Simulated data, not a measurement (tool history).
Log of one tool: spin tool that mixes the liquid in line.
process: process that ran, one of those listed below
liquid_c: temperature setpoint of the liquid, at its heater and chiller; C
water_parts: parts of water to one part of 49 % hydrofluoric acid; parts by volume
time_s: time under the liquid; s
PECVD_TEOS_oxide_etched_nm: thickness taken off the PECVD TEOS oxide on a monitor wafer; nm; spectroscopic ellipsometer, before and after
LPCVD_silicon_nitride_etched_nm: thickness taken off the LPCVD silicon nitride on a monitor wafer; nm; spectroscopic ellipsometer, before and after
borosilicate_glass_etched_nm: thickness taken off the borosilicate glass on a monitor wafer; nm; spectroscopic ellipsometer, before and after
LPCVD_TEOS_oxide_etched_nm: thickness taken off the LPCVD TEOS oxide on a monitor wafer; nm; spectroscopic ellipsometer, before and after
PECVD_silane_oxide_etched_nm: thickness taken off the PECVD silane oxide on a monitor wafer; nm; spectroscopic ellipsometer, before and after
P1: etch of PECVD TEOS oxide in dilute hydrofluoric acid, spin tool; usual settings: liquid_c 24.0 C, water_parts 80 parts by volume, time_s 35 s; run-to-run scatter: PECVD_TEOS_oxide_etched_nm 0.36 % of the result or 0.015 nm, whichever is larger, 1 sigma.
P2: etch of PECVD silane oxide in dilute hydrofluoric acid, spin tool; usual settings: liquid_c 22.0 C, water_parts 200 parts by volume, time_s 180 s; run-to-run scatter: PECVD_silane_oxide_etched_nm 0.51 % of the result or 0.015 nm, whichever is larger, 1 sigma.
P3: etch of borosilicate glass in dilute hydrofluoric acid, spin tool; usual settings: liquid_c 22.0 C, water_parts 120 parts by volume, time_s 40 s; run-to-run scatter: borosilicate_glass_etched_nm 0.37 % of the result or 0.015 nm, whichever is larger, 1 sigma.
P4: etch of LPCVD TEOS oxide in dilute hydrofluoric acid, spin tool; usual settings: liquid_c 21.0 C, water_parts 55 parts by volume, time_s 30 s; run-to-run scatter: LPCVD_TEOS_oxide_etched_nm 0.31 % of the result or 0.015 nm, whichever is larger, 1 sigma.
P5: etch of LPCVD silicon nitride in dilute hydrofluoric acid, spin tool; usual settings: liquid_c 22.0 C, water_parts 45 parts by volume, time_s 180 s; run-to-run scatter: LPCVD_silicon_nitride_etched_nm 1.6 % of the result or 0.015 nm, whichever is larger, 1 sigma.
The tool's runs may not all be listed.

run	hour	process	liquid_c	water_parts	time_s	PECVD_TEOS_oxide_etched_nm	LPCVD_silicon_nitride_etched_nm	borosilicate_glass_etched_nm	LPCVD_TEOS_oxide_etched_nm	PECVD_silane_oxide_etched_nm
1	8.2	P1	24.0	80	35	12.4030				
2	22.1	P5	22.0	45	180		1.62750			
3	34.5	P1	24.0	80	35	12.3870				
4	46.0	P3	22.0	200	40			4.6561		
5	56.9	P4	21.0	55	30				12.8810	
6	67.0	P2	22.0	200	295					35.895
7	76.6	P3	17.0	120	40			6.9193		
8	90.8	P1	24.0	80	15	5.3246				
9	104.3	P4	21.0	105	30				6.3495	
10	112.7	P1	19.0	80	35	10.1090				
11	122.4	P1	24.0	80	35	12.4390				
12	132.8	P1	32.0	80	35	17.0300				
13	148.1	P1	24.0	80	35	12.4960				
14	157.3	P2	17.0	200	180					18.203
15	172.7	P4	21.0	55	15				6.4041	
16	190.1	P1	24.0	80	35	12.5440				
17	208.3	P4	21.0	55	30				12.7900	
18	222.3	P1	28.0	80	15	6.2479				
19	231.8	P2	22.0	85	180					57.829
20	239.9	P1	24.0	80	35	12.4090				
21	248.8	P5	17.0	45	180		1.15000			
22	258.0	P1	24.0	35	35	30.0340				
23	274.1	P5	22.0	45	65		0.58594			
24	291.1	P2	22.0	200	180					21.788
25	299.6	P1	24.0	80	35	12.4510				
26	311.3	P1	24.0	80	60	21.3570				
27	319.4	P1	17.0	80	15	3.9836				
28	333.8	P5	22.0	20	180		3.49260			
29	345.2	P3	22.0	120	15			3.1887		
30	355.4	P3	22.0	120	40			8.5088		
31	370.3	P4	27.5	55	30				16.7080	
32	384.9	P1	24.0	145	35	6.3110				
33	395.2	P1	24.0	80	35	12.4140				
34	409.7	P1	24.0	80	35	11.8290				
35	418.1	P1	24.0	80	35	11.6510				
36	432.2	P1	24.0	80	35	11.4470				
37	441.4	P1	24.0	80	35	11.3660				
38	454.6	P1	24.0	80	35	11.3540				
39	471.0	P1	24.0	80	35	11.2480				
40	483.7	P1	24.0	80	35	11.1910				

What P1 gives has crept away from where it was. These 2 causes fit the log equally well, each at the size given:
A: hydrofluoric acid flow below the setpoint (%) = 8.61
B: liquid colder than its thermometer reads (K) = 2.45
The creep began at about hour 395.2.

4 check runs are offered, each on 5 wafers whose results are averaged, their results left as question marks. Which one tells the causes apart?
check 1	496.4	P4	27.0	55	15				?	
check 2	496.4	P3	17.0	120	40			?		
check 3	496.4	P5	22.0	30	70		?			
check 4	496.4	P2	17.0	100	180					?

What each check would give under each cause:
check	result	if A	if B
check 1	LPCVD_TEOS_oxide_etched_nm	7.4270	7.4146
check 2	borosilicate_glass_etched_nm	6.2264	6.2144
check 3	LPCVD_silicon_nitride_etched_nm	0.85592	0.78716
check 4	PECVD_silane_oxide_etched_nm	35.988	35.817
How far apart the two closest causes lie, in the result that separates them most: check 1 0.17 %; check 2 0.19 %; check 3 8.38 %; check 4 0.47 %
Only check 3 tells the causes apart: in the others they would give nearly the same result.

Check 3 was then run and gave: LPCVD_silicon_nitride_etched_nm 0.77656 nm. Which cause is it?

It is B: liquid colder than its thermometer reads (K).
